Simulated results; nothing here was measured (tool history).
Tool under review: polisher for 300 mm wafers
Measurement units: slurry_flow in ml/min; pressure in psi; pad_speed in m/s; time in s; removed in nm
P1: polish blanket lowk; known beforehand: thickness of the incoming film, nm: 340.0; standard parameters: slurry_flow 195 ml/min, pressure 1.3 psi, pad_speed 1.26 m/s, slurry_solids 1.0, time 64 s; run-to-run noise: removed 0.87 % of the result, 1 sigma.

Run 1, day 0.200: slurry_flow 195 ml/min, pressure 1.3 psi, pad_speed 1.26 m/s, slurry_solids 1.0, time 64 s. Result: removed 23.845 nm.
Run 2, day 0.404: slurry_flow 310 ml/min, pressure 1.3 psi, pad_speed 1.26 m/s, slurry_solids 1.0, time 64 s. Result: removed 25.042 nm.
Run 3, day 0.638: slurry_flow 195 ml/min, pressure 1.3 psi, pad_speed 1.26 m/s, slurry_solids 1.0, time 64 s. Result: removed 23.567 nm.
Run 4, day 0.958: slurry_flow 195 ml/min, pressure 1.3 psi, pad_speed 1.26 m/s, slurry_solids 1.0, time 101 s. Result: removed 36.697 nm.
Run 5, day 1.192: slurry_flow 195 ml/min, pressure 1.3 psi, pad_speed 1.26 m/s, slurry_solids 1.0, time 64 s. Result: removed 23.716 nm.
Run 6, day 1.533: slurry_flow 195 ml/min, pressure 1.3 psi, pad_speed 1.26 m/s, slurry_solids 1.0, time 31 s. Result: removed 11.560 nm.
Run 7, day 1.900: slurry_flow 195 ml/min, pressure 1.3 psi, pad_speed 1.26 m/s, slurry_solids 0.5, time 64 s. Result: removed 16.246 nm.
Run 8, day 2.250: slurry_flow 195 ml/min, pressure 1.3 psi, pad_speed 1.96 m/s, slurry_solids 1.0, time 64 s. Result: removed 33.285 nm.
Run 9, day 2.462: slurry_flow 195 ml/min, pressure 1.3 psi, pad_speed 1.26 m/s, slurry_solids 1.5, time 64 s. Result: removed 27.713 nm.
Run 10, day 2.700: slurry_flow 195 ml/min, pressure 1.3 psi, pad_speed 1.26 m/s, slurry_solids 1.0, time 64 s. Result: removed 23.882 nm.
Run 11, day 3.088: slurry_flow 195 ml/min, pressure 1.3 psi, pad_speed 0.66 m/s, slurry_solids 1.0, time 64 s. Result: removed 13.968 nm.
At day 3.267: slurry nozzle cleaned.
Run 12, day 3.438: slurry_flow 195 ml/min, pressure 0.6 psi, pad_speed 1.26 m/s, slurry_solids 1.0, time 64 s. Result: removed 10.724 nm.
Run 13, day 3.679: slurry_flow 195 ml/min, pressure 1.3 psi, pad_speed 1.26 m/s, slurry_solids 1.0, time 64 s. Result: removed 23.775 nm.
Run 14, day 4.021: slurry_flow 195 ml/min, pressure 1.3 psi, pad_speed 1.26 m/s, slurry_solids 1.0, time 64 s. Result: removed 23.859 nm.
Run 15, day 4.204: slurry_flow 115 ml/min, pressure 1.3 psi, pad_speed 1.26 m/s, slurry_solids 1.0, time 64 s. Result: removed 21.340 nm.
Run 16, day 4.471: slurry_flow 195 ml/min, pressure 2.0 psi, pad_speed 1.26 m/s, slurry_solids 1.0, time 64 s. Result: removed 36.408 nm.
Run 17, day 4.658: slurry_flow 195 ml/min, pressure 2.0 psi, pad_speed 1.26 m/s, slurry_solids 1.0, time 39 s. Result: removed 21.945 nm.
Run 18, day 4.917: slurry_flow 195 ml/min, pressure 1.3 psi, pad_speed 1.26 m/s, slurry_solids 1.0, time 64 s. Result: removed 23.990 nm.
Run 19, day 5.217: slurry_flow 195 ml/min, pressure 1.3 psi, pad_speed 1.26 m/s, slurry_solids 1.0, time 64 s. Result: removed 22.483 nm.
Run 20, day 5.500: slurry_flow 195 ml/min, pressure 1.3 psi, pad_speed 1.26 m/s, slurry_solids 1.0, time 64 s. Result: removed 21.407 nm.
At day 5.775: head pressure recalibrated.
At day 5.788: conditioning disc replaced and pad reconditioned.
Run 21, day 5.812: slurry_flow 195 ml/min, pressure 1.3 psi, pad_speed 1.26 m/s, slurry_solids 1.0, time 64 s. Result: removed 20.967 nm.
At day 5.892: slurry nozzle cleaned.
Run 22, day 6.038: slurry_flow 195 ml/min, pressure 1.3 psi, pad_speed 1.26 m/s, slurry_solids 1.0, time 64 s. Result: removed 20.955 nm.
Run 23, day 6.362: slurry_flow 195 ml/min, pressure 1.3 psi, pad_speed 1.26 m/s, slurry_solids 1.0, time 64 s. Result: removed 20.739 nm.
Run 24, day 6.758: slurry_flow 195 ml/min, pressure 1.3 psi, pad_speed 1.26 m/s, slurry_solids 1.0, time 64 s. Result: removed 20.980 nm.
Run 25, day 7.150: slurry_flow 195 ml/min, pressure 1.3 psi, pad_speed 1.26 m/s, slurry_solids 1.0, time 64 s. Result: removed 20.820 nm.

P1 no longer gives what it gave before; its output has crept away from where it was. The following 2 causes, each at its listed size, fit the log equally well:
A: abrasive missing from the slurry, % = 23.5
B: removal rate lost through wear of the pad, % = 12.3
Onset of the creep was near day 4.917.
What rules out each remaining cause:
slurry flow missing at the pad, %: serviced after onset, at day 5.892, with no recovery of the prior output
head's pressure below its setpoint, %: serviced after onset, at day 5.775, with no recovery of the prior output
time polished since the conditioner stopped cutting, s: serviced after onset, at day 5.788, with no recovery of the prior output

You are offered 4 check runs, listed below with question marks in place of their results; each one averages 3 wafers. Which run separates the listed causes by giving clearly different results for each?
Run check 1, day 7.542: slurry_flow 195 ml/min, pressure 1.9 psi, pad_speed 1.26 m/s, slurry_solids 0.55, time 64 s. Result: removed ?.
Run check 2, day 7.542: slurry_flow 285 ml/min, pressure 1.3 psi, pad_speed 0.76 m/s, slurry_solids 1.00, time 64 s. Result: removed ?.
Run check 3, day 7.542: slurry_flow 195 ml/min, pressure 1.3 psi, pad_speed 1.96 m/s, slurry_solids 1.00, time 99 s. Result: removed ?.
Run check 4, day 7.542: slurry_flow 195 ml/min, pressure 0.6 psi, pad_speed 1.26 m/s, slurry_solids 1.00, time 31 s. Result: removed ?.

What every check run would give for each of its results, assuming each possible cause in turn:
  check   result     if A     if B
check 1  removed  21.2180  22.0520
check 2  removed  14.4370  14.4290
check 3  removed  45.6200  45.5950
check 4  removed   4.6300   4.6275
Minimum pairwise separation of causes per check, each pair taken at its best-separating result: check 1 3.85 %; check 2 0.05 %; check 3 0.05 %; check 4 0.05 %
Check 1 tells the causes apart: in the others they would give nearly the same result.

After running check 1, the following was obtained: removed 22.1170 nm. Which cause does this point to?

The cause is B: removal rate lost through wear of the pad, %.

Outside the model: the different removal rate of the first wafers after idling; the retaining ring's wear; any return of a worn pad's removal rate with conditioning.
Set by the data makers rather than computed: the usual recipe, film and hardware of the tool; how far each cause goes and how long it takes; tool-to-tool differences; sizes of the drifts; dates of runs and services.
